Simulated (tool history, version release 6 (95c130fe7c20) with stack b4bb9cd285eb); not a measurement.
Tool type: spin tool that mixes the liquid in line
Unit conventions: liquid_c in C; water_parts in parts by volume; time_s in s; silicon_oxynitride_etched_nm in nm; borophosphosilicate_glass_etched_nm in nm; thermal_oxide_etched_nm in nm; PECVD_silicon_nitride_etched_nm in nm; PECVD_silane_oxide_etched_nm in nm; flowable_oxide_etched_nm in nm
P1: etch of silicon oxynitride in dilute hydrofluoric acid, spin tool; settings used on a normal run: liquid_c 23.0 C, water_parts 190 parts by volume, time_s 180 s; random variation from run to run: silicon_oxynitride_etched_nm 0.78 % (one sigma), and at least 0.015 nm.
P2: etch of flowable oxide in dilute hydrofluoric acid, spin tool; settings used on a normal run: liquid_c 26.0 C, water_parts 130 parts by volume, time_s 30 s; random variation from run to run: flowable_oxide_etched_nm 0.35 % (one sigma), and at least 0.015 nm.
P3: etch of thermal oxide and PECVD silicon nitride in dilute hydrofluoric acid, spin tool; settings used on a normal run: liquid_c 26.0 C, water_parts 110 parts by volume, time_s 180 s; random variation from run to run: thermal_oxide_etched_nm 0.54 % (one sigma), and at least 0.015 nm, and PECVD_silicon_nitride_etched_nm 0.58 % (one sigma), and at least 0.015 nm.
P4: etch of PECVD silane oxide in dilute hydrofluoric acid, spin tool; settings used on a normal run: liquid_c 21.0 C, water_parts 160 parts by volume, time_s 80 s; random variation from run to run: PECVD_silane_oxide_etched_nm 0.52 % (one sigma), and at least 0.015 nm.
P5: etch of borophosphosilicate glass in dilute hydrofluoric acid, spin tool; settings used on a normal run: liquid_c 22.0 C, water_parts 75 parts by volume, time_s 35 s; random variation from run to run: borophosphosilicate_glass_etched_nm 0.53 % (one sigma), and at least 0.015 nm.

| run | hour | process | liquid_c | water_parts | time_s | hours since the thermometer was replaced | hours since the hydrofluoric acid flow meter was replaced | silicon_oxynitride_etched_nm | borophosphosilicate_glass_etched_nm | thermal_oxide_etched_nm | PECVD_silicon_nitride_etched_nm | PECVD_silane_oxide_etched_nm | flowable_oxide_etched_nm |
|---|---|---|---|---|---|---|---|---|---|---|---|---|---|
| 1 | 8.0 | P1 | 23.0 | 190 | 180 | 980.9 | 1402.9 | 3.01680 |  |  |  |  |  |
| 2 | 17.2 | P5 | 22.0 | 75 | 50 | 990.1 | 1412.1 |  | 23.1600 |  |  |  |  |
| 3 | 23.2 | P3 | 19.5 | 110 | 180 | 996.1 | 1418.1 |  |  | 6.7991 | 4.0310 |  |  |
| 4 | 32.6 | P5 | 22.0 | 120 | 35 | 1005.5 | 1427.5 |  | 9.7052 |  |  |  |  |
| 5 | 38.2 | P1 | 23.0 | 190 | 180 | 1011.1 | 1433.1 | 2.97410 |  |  |  |  |  |
| 6 | 45.0 | P4 | 21.0 | 160 | 80 | 1017.9 | 1439.9 |  |  |  |  | 10.3170 |  |
| 7 | 50.5 | P5 | 27.0 | 75 | 35 | 1023.4 | 1445.4 |  | 19.9210 |  |  |  |  |
| 8 | 55.3 | P1 | 23.0 | 295 | 180 | 1028.2 | 1450.2 | 1.77410 |  |  |  |  |  |
| 9 | 62.7 | P3 | 26.0 | 110 | 180 | 1035.6 | 1457.6 |  |  | 8.7799 | 6.2078 |  |  |
| 10 | 69.4 | P3 | 26.0 | 110 | 180 | 1042.3 | 1464.3 |  |  | 8.8275 | 6.1023 |  |  |
| 11 | 76.9 | P4 | 21.0 | 160 | 80 | 1049.8 | 1471.8 |  |  |  |  | 10.3050 |  |
| 12 | 81.1 | P2 | 26.0 | 130 | 30 | 1054.0 | 1476.0 |  |  |  |  |  | 11.0330 |
| 13 | 89.1 | P1 | 23.0 | 190 | 180 | 1062.0 | 1484.0 | 2.94510 |  |  |  |  |  |
| 14 | 97.4 | P1 | 19.5 | 190 | 330 | 1070.3 | 1492.3 | 4.56730 |  |  |  |  |  |
| 15 | 103.3 | P2 | 26.0 | 130 | 45 | 1076.2 | 1498.2 |  |  |  |  |  | 16.4840 |
| 16 | 107.4 | P1 | 23.0 | 190 | 50 | 1080.3 | 1502.3 | 0.83343 |  |  |  |  |  |
| 17 | 116.5 | P4 | 17.0 | 160 | 80 | 1089.4 | 1511.4 |  |  |  |  | 8.7676 |  |
| 18 | 120.9 | P4 | 21.0 | 160 | 120 | 1093.8 | 1515.8 |  |  |  |  | 15.3480 |  |
| 19 | 129.5 | P1 | 28.0 | 190 | 180 | 1102.4 | 1524.4 | 3.73270 |  |  |  |  |  |
| 20 | 136.3 | P1 | 23.0 | 190 | 180 | 1109.2 | 1531.2 | 2.95610 |  |  |  |  |  |
| 21 | 142.8 | P1 | 23.0 | 190 | 180 | 1115.7 | 1537.7 | 2.96800 |  |  |  |  |  |
| 22 | 149.3 | P1 | 23.0 | 105 | 180 | 1122.2 | 1544.2 | 5.71390 |  |  |  |  |  |
| 23 | 156.9 | P1 | 23.0 | 190 | 180 | 1129.8 | 1551.8 | 2.95380 |  |  |  |  |  |
| 24 | 163.4 | P1 | 23.0 | 190 | 325 | 1136.3 | 1558.3 | 5.32340 |  |  |  |  |  |
| 25 | 169.1 | P3 | 26.0 | 110 | 355 | 1142.0 | 1564.0 |  |  | 17.3110 | 12.2590 |  |  |
|  | 174.9 | thermometer replaced |
| 26 | 175.2 | P1 | 23.0 | 125 | 105 | 0.3 | 1570.1 | 2.74090 |  |  |  |  |  |
| 27 | 180.1 | P3 | 26.0 | 165 | 180 | 5.2 | 1575.0 |  |  | 5.5005 | 4.0915 |  |  |
| 28 | 188.3 | P1 | 17.0 | 190 | 180 | 13.4 | 1583.2 | 2.24460 |  |  |  |  |  |
| 29 | 192.7 | P4 | 21.0 | 235 | 80 | 17.8 | 1587.6 |  |  |  |  | 6.4204 |  |
| 30 | 200.0 | P2 | 21.0 | 130 | 30 | 25.1 | 1594.9 |  |  |  |  |  | 9.0875 |
| 31 | 205.3 | P1 | 23.0 | 105 | 330 | 30.4 | 1600.2 | 10.44700 |  |  |  |  |  |
| 32 | 211.3 | P1 | 23.0 | 190 | 180 | 36.4 | 1606.2 | 2.99300 |  |  |  |  |  |
| 33 | 218.0 | P2 | 26.0 | 50 | 30 | 43.1 | 1612.9 |  |  |  |  |  | 31.7980 |
| 34 | 223.9 | P5 | 22.0 | 75 | 35 | 49.0 | 1618.8 |  | 16.4790 |  |  |  |  |
| 35 | 231.0 | P1 | 23.0 | 190 | 180 | 56.1 | 1625.9 | 2.98930 |  |  |  |  |  |
| 36 | 235.2 | P1 | 23.0 | 190 | 180 | 60.3 | 1630.1 | 2.88060 |  |  |  |  |  |
| 37 | 243.8 | P1 | 23.0 | 190 | 180 | 68.9 | 1638.7 | 2.86040 |  |  |  |  |  |
| 38 | 251.0 | P1 | 23.0 | 190 | 180 | 76.1 | 1645.9 | 2.76460 |  |  |  |  |  |
| 39 | 259.0 | P1 | 23.0 | 190 | 180 | 84.1 | 1653.9 | 2.73700 |  |  |  |  |  |
| 40 | 263.2 | P1 | 23.0 | 190 | 180 | 88.3 | 1658.1 | 2.76040 |  |  |  |  |  |
| 41 | 272.6 | P1 | 23.0 | 190 | 180 | 97.7 | 1667.5 | 2.79450 |  |  |  |  |  |
| 42 | 276.8 | P1 | 23.0 | 190 | 180 | 101.9 | 1671.7 | 2.80150 |  |  |  |  |  |
| 43 | 281.7 | P1 | 23.0 | 190 | 180 | 106.8 | 1676.6 | 2.78330 |  |  |  |  |  |

The output of P1 has drifted from where it used to be. Each of the 2 causes below, taken at the size shown beside it, accounts for the log equally well:
A: hydrofluoric acid flow below the setpoint (%) = 5.63
B: liquid colder than its thermometer reads (K) = 1.46
Onset of the creep was near hour 231.0.

The list below offers 4 check runs, each averaging the results of 2 wafers, and shows each result as a question mark. For which of them would the listed causes give clearly different results?
| check 1 | 286.6 | P2 | 26.0 | 55 | 30 |  |  |  |  |  |  |  | ? |
| check 2 | 286.6 | P4 | 17.5 | 160 | 115 |  |  |  |  |  |  | ? |  |
| check 3 | 286.6 | P5 | 26.5 | 75 | 35 |  |  |  | ? |  |  |  |  |
| check 4 | 286.6 | P3 | 26.0 | 160 | 245 |  |  |  |  | ? | ? |  |  |

What every check run would give for each of its results, assuming each possible cause in turn:
| check | result | if A | if B |
|---|---|---|---|
| check 1 | flowable_oxide_etched_nm | 26.9300 | 27.0170 |
| check 2 | PECVD_silane_oxide_etched_nm | 11.9890 | 12.0790 |
| check 3 | borophosphosilicate_glass_etched_nm | 18.3540 | 18.4620 |
| check 4 | thermal_oxide_etched_nm | 7.2312 | 7.3367 |
| check 4 | PECVD_silicon_nitride_etched_nm | 5.4564 | 5.2693 |
Smallest distance between any two causes, each pair judged by its most separating result, in per cent: check 1 0.32 %; check 2 0.75 %; check 3 0.59 %; check 4 3.49 %
Check 4 tells the causes apart: in the others they would give nearly the same result.

Check 4 was then run and gave: thermal_oxide_etched_nm 7.2055 nm; PECVD_silicon_nitride_etched_nm 5.4283 nm. Which cause is it?

It was cause A: hydrofluoric acid flow below the setpoint (%).
